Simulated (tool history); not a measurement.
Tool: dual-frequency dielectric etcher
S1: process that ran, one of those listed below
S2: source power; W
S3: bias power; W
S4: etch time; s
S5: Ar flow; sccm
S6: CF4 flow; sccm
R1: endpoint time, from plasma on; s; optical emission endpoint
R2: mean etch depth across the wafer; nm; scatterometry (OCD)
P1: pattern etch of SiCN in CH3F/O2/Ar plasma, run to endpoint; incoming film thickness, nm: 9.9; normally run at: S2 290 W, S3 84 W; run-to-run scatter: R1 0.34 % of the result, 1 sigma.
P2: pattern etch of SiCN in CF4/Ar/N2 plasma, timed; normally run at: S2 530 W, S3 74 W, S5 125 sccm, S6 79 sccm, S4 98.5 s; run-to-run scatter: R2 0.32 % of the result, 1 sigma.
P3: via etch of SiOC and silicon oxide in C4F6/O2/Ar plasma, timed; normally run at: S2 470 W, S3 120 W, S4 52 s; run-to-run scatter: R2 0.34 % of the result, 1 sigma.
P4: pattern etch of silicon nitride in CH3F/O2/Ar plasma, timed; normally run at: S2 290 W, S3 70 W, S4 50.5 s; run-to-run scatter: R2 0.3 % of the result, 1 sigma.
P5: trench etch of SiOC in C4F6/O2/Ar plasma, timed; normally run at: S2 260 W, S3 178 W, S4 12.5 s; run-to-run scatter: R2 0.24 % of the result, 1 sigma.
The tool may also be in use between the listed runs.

run,hour,S1,S2,S3,S4,S5,S6,R1,R2
1,12.3,P1,290,84,,,,29.454,
2,23.2,P3,630,120,52,,,,62.197
3,29.4,P4,290,88,50.5,,,,34.181
4,38.1,P1,200,69,,,,36.28,
5,48.4,P4,290,70,28,,,,17.508
6,60.7,P3,470,120,52,,,,55.429
7,67,P5,260,225,12.5,,,,23.447
8,73.2,P2,530,74,54.5,125,79,,53.036
9,80.5,P1,290,84,,,,29.595,
# hour 88.6: source power generator calibrated
10,91.1,P3,470,120,76.5,,,,81.711
11,104.4,P1,290,84,,,,29.63,
12,114.9,P4,410,70,50.5,,,,36.004
13,123.9,P1,390,84,,,,26.409,
14,136.4,P2,530,74,98.5,125,79,,95.677
15,149.7,P2,530,74,98.5,99,79,,98.606
16,157.9,P1,290,63,,,,32.725,
17,166.2,P1,360,55,,,,31.735,
18,175.9,P5,260,178,9.5,,,,16.441
19,182.9,P3,470,142,52,,,,57.967
20,193.8,P1,230,84,,,,32.074,
21,206.9,P5,260,178,12.5,,,,21.762
22,217.9,P1,290,103,,,,27.398,
23,231.4,P2,530,45,98.5,125,79,,81.27
24,244.8,P2,530,74,98.5,125,79,,95.541
25,257.7,P4,290,70,50.5,,,,31.648
26,263.7,P2,530,74,98.5,125,97,,98.422
27,270.7,P2,710,74,98.5,125,79,,123.56
28,283.1,P1,290,84,,,,29.503,
29,290.6,P5,170,178,12.5,,,,18.465
30,297.3,P1,290,84,,,,29.61,
31,310.4,P1,290,84,,,,29.18,
32,320,P1,290,84,,,,29.117,
# hour 321.4: wet clean of the chamber
33,331.4,P1,290,84,,,,29.207,
34,337.5,P1,290,84,,,,29.032,
35,347.4,P1,290,84,,,,28.977,
36,358.8,P1,290,84,,,,29.113,

What P1 gives has crept away from where it was. These 2 causes fit the log equally well, each at the size given:
A: bias power that arrives over what is set, % = 4.67
B: source power that arrives over what is set, % = 4.73
The creep began at about hour 297.3.
Why every other cause is out:
chamber walls in a state that raises the etch rate, %: serviced at hour 321.4, which brought nothing back

4 check runs are offered, one wafer each, their results left as question marks. Which one tells the causes apart?
check 1,370.2,P3,470,139,76,,,,?
check 2,370.2,P5,180,215,12.5,,,,?
check 3,370.2,P4,400,70,28,,,,?
check 4,370.2,P2,530,62,56.5,125,79,,?

What each check would give under each cause:
check,result,if A,if B
check 1,R2,85.609,85.995
check 2,R2,20.397,20.431
check 3,R2,19.99,20.029
check 4,R2,52.474,53.818
How far apart the two closest causes lie, in the result that separates them most: check 1 0.45 %; check 2 0.17 %; check 3 0.2 %; check 4 2.53 %
Check 4 tells the causes apart: in the others they would give nearly the same result.

Then check 4 was run and gave: R2 54.085 nm. Which cause is it?

It is B: source power that arrives over what is set, %.

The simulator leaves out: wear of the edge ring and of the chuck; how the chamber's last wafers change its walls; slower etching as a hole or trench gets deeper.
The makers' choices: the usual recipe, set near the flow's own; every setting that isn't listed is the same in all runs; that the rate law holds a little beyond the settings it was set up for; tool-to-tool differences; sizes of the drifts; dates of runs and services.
